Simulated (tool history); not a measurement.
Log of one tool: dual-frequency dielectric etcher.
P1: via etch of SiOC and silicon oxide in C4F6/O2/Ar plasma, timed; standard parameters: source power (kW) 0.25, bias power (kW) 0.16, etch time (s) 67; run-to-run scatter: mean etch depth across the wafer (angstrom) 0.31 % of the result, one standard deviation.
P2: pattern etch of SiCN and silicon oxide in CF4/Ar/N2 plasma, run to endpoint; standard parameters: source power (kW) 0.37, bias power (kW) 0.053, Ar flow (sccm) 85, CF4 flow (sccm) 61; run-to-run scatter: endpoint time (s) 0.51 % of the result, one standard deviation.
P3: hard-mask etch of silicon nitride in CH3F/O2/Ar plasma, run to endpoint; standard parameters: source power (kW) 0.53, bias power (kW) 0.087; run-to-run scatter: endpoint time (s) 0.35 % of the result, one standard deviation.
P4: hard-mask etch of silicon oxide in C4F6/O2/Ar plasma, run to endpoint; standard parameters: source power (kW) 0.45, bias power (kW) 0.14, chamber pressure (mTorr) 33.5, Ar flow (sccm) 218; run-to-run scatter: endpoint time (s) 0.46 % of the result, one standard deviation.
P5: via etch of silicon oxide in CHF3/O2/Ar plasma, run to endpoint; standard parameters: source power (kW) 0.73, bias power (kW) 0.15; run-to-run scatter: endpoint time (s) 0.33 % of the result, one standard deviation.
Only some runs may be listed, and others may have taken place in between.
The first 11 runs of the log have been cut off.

run	hour	process that ran	source power (kW)	bias power (kW)	etch time (s)	chamber pressure (mTorr)	Ar flow (sccm)	CF4 flow (sccm)	hours since the last wet clean	hours since the last source power generator calibration	hours since the last bias power generator calibration	mean etch depth across the wafer (angstrom)	endpoint time (s)
12	88.6	P2	0.37	0.053			85	61	536.9	2143.2	1765.3		19.418
13	92.9	P1	0.25	0.16	67				541.2	2147.5	1769.6	612.86	
14	102.5	P1	0.2	0.16	93.5				550.8	2157.1	1779.2	780.15	
15	110.4	P5	0.48	0.15					558.7	2165	1787.1		301.6
# hour 114.8: bias power generator calibrated
16	115.6	P4	0.45	0.14		25.5	218		563.9	2170.2	0.8		56.287
17	125.1	P1	0.31	0.111	67				573.4	2179.7	10.3	595.2	
18	132.2	P1	0.25	0.16	67				580.5	2186.8	17.4	607.93	
19	137	P4	0.29	0.14		33.5	218		585.3	2191.6	22.2		69.091
20	146.3	P3	0.53	0.087					594.6	2200.9	31.5		54.282
21	151.1	P1	0.34	0.16	37				599.4	2205.7	36.3	379.99	
22	159	P4	0.45	0.14		33.5	218		607.3	2213.6	44.2		57.93
23	164.3	P3	0.66	0.087					612.6	2218.9	49.5		50.114
24	171.2	P1	0.25	0.16	40.5				619.5	2225.8	56.4	367.68	
25	178.3	P1	0.25	0.16	84.5				626.6	2232.9	63.5	772.07	
26	184.9	P4	0.45	0.14		33.5	158		633.2	2239.5	70.1		56.338
27	189.2	P1	0.25	0.126	67				637.5	2243.8	74.4	566.43	
28	194.7	P2	0.37	0.074			85	61	643	2249.3	79.9		17.403

Estimate the outcome of run 29 from the log above:
29	201.7	P1	0.18	0.16	67				650	2256.3	86.9	?	

mean etch depth across the wafer (angstrom): 538.15
